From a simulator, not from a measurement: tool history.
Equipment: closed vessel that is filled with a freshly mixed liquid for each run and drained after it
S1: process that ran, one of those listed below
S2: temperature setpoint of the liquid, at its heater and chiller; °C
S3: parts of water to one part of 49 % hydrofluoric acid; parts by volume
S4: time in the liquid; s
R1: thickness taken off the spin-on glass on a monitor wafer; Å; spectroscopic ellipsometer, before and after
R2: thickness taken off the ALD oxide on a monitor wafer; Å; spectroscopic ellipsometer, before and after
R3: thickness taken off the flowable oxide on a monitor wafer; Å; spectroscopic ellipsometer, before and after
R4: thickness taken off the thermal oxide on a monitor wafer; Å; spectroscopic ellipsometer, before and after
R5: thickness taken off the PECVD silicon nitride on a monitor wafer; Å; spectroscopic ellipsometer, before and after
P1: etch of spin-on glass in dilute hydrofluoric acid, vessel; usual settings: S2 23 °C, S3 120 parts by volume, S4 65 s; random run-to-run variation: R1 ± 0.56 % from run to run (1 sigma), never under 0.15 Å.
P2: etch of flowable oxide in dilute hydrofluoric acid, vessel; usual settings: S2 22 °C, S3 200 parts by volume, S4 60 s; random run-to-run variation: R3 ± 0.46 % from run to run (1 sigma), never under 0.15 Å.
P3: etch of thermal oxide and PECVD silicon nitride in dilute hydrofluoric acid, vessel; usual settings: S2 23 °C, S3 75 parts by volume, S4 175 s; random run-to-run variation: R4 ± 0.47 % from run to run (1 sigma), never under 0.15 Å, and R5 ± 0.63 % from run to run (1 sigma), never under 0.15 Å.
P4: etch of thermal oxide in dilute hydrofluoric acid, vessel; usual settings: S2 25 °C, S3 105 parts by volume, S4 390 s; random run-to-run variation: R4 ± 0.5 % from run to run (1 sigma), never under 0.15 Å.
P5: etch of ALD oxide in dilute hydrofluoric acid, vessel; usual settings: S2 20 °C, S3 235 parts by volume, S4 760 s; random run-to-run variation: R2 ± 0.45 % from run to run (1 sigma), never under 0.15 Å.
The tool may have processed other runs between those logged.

run   hour  S1    S2   S3   S4      R1      R2      R3      R4      R5
  1    2.3  P1    23  120   65  104.42
  2      6  P1    23  120   65  103.99
  3      9  P1    27  120   30  56.206
  4   11.5  P5    20  380  760          266.45
  5   15.8  P1    23  120   30  48.363
  6   18.1  P1    23  120  130  207.89
  7   20.9  P5    20  235  760          496.74
  8   24.8  P1  29.5  200   65   72.69
  9   28.7  P1    17  120   65  81.181
 10     32  P5    20  235  275          178.49
 11   34.2  P2    22   50   60                  555.34
 12   36.4  P1    23  120   65  103.52
 13   40.3  P1    23  120   65  103.93
 14   42.4  P2    17  200   60                  96.545
 15   45.1  P1    23  120   65   102.6
 16   48.1  P1  29.5  120   65  132.69
 17   50.1  P4    25   40  390                           502.5
 18     52  P1    23  210   65  53.976
 19   53.9  P2    22  200   60                  117.02
 20   56.5  P2    22  200   85                  165.62
 21   59.3  P1    23  120   65  103.55
 22   62.7  P4    25  105  390                           174.7
 23   66.1  P1  28.5   30   65  582.37
 24   68.8  P4  17.5  105  390                          128.58
 25   71.6  P3    23   75  175                          111.01  51.462
 26   75.6  P3    23   75  175                          112.69  50.575
 27   79.6  P3    23  115  175                          69.821  33.382
 28   83.2  P4    25  105  205                          92.311
 29   86.1  P3    18   75  175                           90.66  36.204
 30   88.9  P3    23   75   30                          19.092  8.7654
 31   91.5  P1    23   65   65  205.05
 32   95.4  P1    23  120   65  105.48
 33   97.4  P5  25.5  235  760          601.23
 34    101  P1    23  120   65  104.15
 35  104.7  P1    23  120   65  100.65
 36  106.6  P1    23  120   65  98.508
 37  109.5  P1    23  120   65  97.618
 38  113.4  P1    23  120   65  97.352
 39  115.6  P1    23  120   65  95.432
 40  119.9  P1    23  120   65  96.144
 41  123.9  P1    23  120   65    95.5
 42  125.9  P1    23  120   65   95.02
 43  128.9  P1    23  120   65  94.796
 44  132.3  P1    23  120   65  95.521

P1 has crept away from where it was. The log is fitted equally well by each of these 2 causes, at the sizes shown:
A: hydrofluoric acid flow below the setpoint (%) = 7.49
B: liquid colder than its thermometer reads (K) = 2.24
Onset of the creep was near hour 101.

The check runs listed below each take one wafer, and their results are still question marks. Under which run would the listed causes lead to clearly different results?
check 1  135.7  P4  25  105  390               ?
check 2  135.7  P2  22  200   60           ?
check 3  135.7  P5  20  235  760       ?
check 4  135.7  P3  23   75  175               ?   ?

Check results expected under each cause:
  check  result    if A    if B
check 1      R4  160.69  160.67
check 2      R3  105.91  106.83
check 3      R2  448.56  453.01
check 4      R4  102.83  102.15
check 4      R5  47.336  43.901
How far apart the two closest causes lie, in the result that separates them most: check 1 0.01 %; check 2 0.87 %; check 3 0.99 %; check 4 7.53 %
Only check 4 tells the causes apart: in the others they would give nearly the same result.

Here is what check 4 returned: R4 102.46 Å; R5 47.402 Å. Which cause is it?

A is the cause: hydrofluoric acid flow below the setpoint (%).
